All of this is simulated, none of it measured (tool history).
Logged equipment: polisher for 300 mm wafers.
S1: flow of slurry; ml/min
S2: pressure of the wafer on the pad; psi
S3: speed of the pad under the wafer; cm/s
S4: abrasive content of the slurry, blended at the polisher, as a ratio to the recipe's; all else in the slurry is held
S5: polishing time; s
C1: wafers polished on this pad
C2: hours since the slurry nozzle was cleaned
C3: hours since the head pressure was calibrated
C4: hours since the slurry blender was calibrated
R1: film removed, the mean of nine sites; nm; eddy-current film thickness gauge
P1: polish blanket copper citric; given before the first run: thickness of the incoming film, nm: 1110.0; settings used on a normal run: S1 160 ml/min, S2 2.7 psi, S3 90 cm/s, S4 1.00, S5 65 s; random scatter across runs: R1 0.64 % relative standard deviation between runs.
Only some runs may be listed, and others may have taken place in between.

run	hour	S1	S2	S3	S4	S5	C1	C2	C3	C4	R1
1	8.6	160	2.7	90	1.00	65	194	91.8	131.5	88.9	114.320
2	16.9	160	1.5	90	1.00	65	277	100.1	139.8	97.2	64.530
3	23.6	160	2.7	90	1.00	65	343	106.8	146.5	103.9	112.420
4	30.0	160	3.7	90	1.00	65	407	113.2	152.9	110.3	155.220
5	34.2	160	2.7	50	1.00	65	449	117.4	157.1	114.5	63.914
6	40.3	160	3.8	90	1.25	65	509	123.5	163.2	120.6	166.560
7	46.5	160	2.7	118	1.00	65	571	129.7	169.4	126.8	147.880
8	54.6	210	2.7	90	1.00	65	652	137.8	177.5	134.9	119.040
9	62.9	95	2.7	90	1.00	65	734	146.1	185.8	143.2	102.190
10	69.9	160	2.7	46	1.00	34	804	153.1	192.8	150.2	31.143
11	75.4	160	2.7	90	1.45	65	859	158.6	198.3	155.7	122.770
12	79.6	160	2.7	90	1.00	103	901	162.8	202.5	159.9	179.390
13	88.2	160	2.7	90	1.00	65	986	171.4	211.1	168.5	113.260
14	96.7	160	2.7	90	1.00	65	1071	179.9	219.6	177.0	113.720
15	105.7	160	2.7	90	1.00	65	1160	188.9	228.6	186.0	113.700
16	112.0	160	2.7	90	1.00	39	1223	195.2	234.9	192.3	67.249
17	116.0	160	2.7	90	1.00	65	1263	199.2	238.9	196.3	112.970
18	123.1	160	2.7	90	1.00	65	1333	206.3	246.0	203.4	113.010
19	129.0	160	2.7	90	0.55	65	1392	212.2	251.9	209.3	98.843
20	135.7	225	2.7	126	1.00	65	1459	218.9	258.6	216.0	165.450
21	142.4	160	2.7	90	1.00	65	1525	225.6	265.3	222.7	112.450
22	147.5	160	2.7	90	1.00	65	1576	230.7	270.4	227.8	111.550
23	152.3	160	2.7	90	1.00	65	1624	235.5	275.2	232.6	111.030
24	156.7	160	2.7	90	1.00	65	1668	239.9	279.6	237.0	109.280

For run 25, what comes out?
25	164.1	160	2.7	90	1.00	65	1741	247.3	287.0	244.4	?

{"run 25": {"R1": 107.45}}
